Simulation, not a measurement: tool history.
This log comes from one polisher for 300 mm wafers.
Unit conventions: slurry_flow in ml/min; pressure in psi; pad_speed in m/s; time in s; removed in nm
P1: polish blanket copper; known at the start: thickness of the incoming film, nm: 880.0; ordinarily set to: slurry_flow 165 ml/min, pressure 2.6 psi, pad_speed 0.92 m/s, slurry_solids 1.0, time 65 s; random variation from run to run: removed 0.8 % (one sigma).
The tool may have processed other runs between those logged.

run 1 hour=4.4 | slurry_flow=165 pressure=2.6 pad_speed=0.92 slurry_solids=1.0 time=65 | removed=187.020
run 2 hour=8.2 | slurry_flow=105 pressure=2.6 pad_speed=0.92 slurry_solids=1.0 time=65 | removed=168.740
run 3 hour=13.0 | slurry_flow=165 pressure=2.6 pad_speed=0.92 slurry_solids=1.0 time=65 | removed=184.970
run 4 hour=17.6 | slurry_flow=215 pressure=2.6 pad_speed=0.92 slurry_solids=1.0 time=65 | removed=190.570
run 5 hour=22.9 | slurry_flow=165 pressure=2.6 pad_speed=0.92 slurry_solids=1.0 time=65 | removed=184.220
run 6 hour=28.9 | slurry_flow=165 pressure=2.6 pad_speed=0.92 slurry_solids=1.0 time=65 | removed=187.770
run 7 hour=31.5 | slurry_flow=165 pressure=2.6 pad_speed=0.92 slurry_solids=1.4 time=65 | removed=201.470
run 8 hour=35.0 | slurry_flow=165 pressure=2.6 pad_speed=0.92 slurry_solids=1.0 time=29 | removed=84.795
run 9 hour=40.3 | slurry_flow=165 pressure=2.6 pad_speed=0.92 slurry_solids=0.6 time=65 | removed=166.390
run 10 hour=43.1 | slurry_flow=165 pressure=1.3 pad_speed=0.92 slurry_solids=1.0 time=65 | removed=92.307
-- hour=45.8 head pressure recalibrated
run 11 hour=47.4 | slurry_flow=165 pressure=2.6 pad_speed=0.92 slurry_solids=1.0 time=65 | removed=186.040
run 12 hour=52.7 | slurry_flow=165 pressure=2.6 pad_speed=0.92 slurry_solids=1.0 time=65 | removed=187.610
run 13 hour=58.5 | slurry_flow=165 pressure=2.6 pad_speed=0.92 slurry_solids=1.0 time=94 | removed=268.250
run 14 hour=62.2 | slurry_flow=165 pressure=2.6 pad_speed=0.50 slurry_solids=1.0 time=65 | removed=101.480
run 15 hour=65.5 | slurry_flow=165 pressure=1.7 pad_speed=1.18 slurry_solids=1.0 time=65 | removed=157.800
run 16 hour=68.4 | slurry_flow=165 pressure=2.6 pad_speed=1.30 slurry_solids=1.0 time=65 | removed=265.520
run 17 hour=72.9 | slurry_flow=165 pressure=3.5 pad_speed=0.92 slurry_solids=1.0 time=65 | removed=254.090
run 18 hour=77.1 | slurry_flow=165 pressure=2.6 pad_speed=0.92 slurry_solids=1.0 time=65 | removed=187.490
run 19 hour=81.7 | slurry_flow=165 pressure=2.6 pad_speed=0.92 slurry_solids=1.0 time=65 | removed=181.850
run 20 hour=85.5 | slurry_flow=165 pressure=2.6 pad_speed=0.92 slurry_solids=1.0 time=65 | removed=179.070
run 21 hour=88.3 | slurry_flow=165 pressure=2.6 pad_speed=0.92 slurry_solids=1.0 time=65 | removed=176.570
-- hour=90.6 slurry blender recalibrated
run 22 hour=90.9 | slurry_flow=165 pressure=2.6 pad_speed=0.92 slurry_solids=1.0 time=65 | removed=174.280
-- hour=93.9 head pressure recalibrated
run 23 hour=96.3 | slurry_flow=165 pressure=2.6 pad_speed=0.92 slurry_solids=1.0 time=65 | removed=173.040
run 24 hour=101.5 | slurry_flow=165 pressure=2.6 pad_speed=0.92 slurry_solids=1.0 time=65 | removed=173.940

P1 no longer gives what it gave before; its output has crept away from where it was. The following 2 causes, each at its listed size, fit the log equally well:
A: slurry flow missing at the pad, % = 32.9
B: removal rate lost through wear of the pad, % = 7.28
Onset of the creep was near hour 77.1.
Other possible causes, and why each is ruled out:
head's pressure below its setpoint, %: was serviced at hour 93.9, once the creep was under way, yet the earlier output never came back
abrasive missing from the slurry, %: was serviced at hour 90.6, once the creep was under way, yet the earlier output never came back

Of the 4 check runs below, each run on 5 wafers with the results averaged and each result still a question mark, which one would tell the listed causes apart?
run check 1 hour=106.7 | slurry_flow=165 pressure=2.6 pad_speed=1.14 slurry_solids=1.25 time=65 | removed=?
run check 2 hour=106.7 | slurry_flow=165 pressure=2.6 pad_speed=0.74 slurry_solids=0.65 time=65 | removed=?
run check 3 hour=106.7 | slurry_flow=120 pressure=2.6 pad_speed=0.92 slurry_solids=1.00 time=91 | removed=?
run check 4 hour=106.7 | slurry_flow=165 pressure=2.6 pad_speed=0.92 slurry_solids=0.85 time=65 | removed=?

Expected result of each check under each candidate cause:
check=check_1 result=removed if_A=224.860 if_B=224.880
check=check_2 result=removed if_A=127.100 if_B=127.110
check=check_3 result=removed if_A=222.730 if_B=228.390
check=check_4 result=removed if_A=167.020 if_B=167.040
Separation of the two closest causes in each check, using whichever result separates them best: check 1 0.01 %; check 2 0.01 %; check 3 2.51 %; check 4 0.01 %
Only in check 3 would the causes give clearly different results; in the remaining checks their results would be nearly the same.

Check 3 was carried out, with these results: removed 223.100 nm. Which of the listed causes is responsible?

The correct cause is A, namely: slurry flow missing at the pad, %.

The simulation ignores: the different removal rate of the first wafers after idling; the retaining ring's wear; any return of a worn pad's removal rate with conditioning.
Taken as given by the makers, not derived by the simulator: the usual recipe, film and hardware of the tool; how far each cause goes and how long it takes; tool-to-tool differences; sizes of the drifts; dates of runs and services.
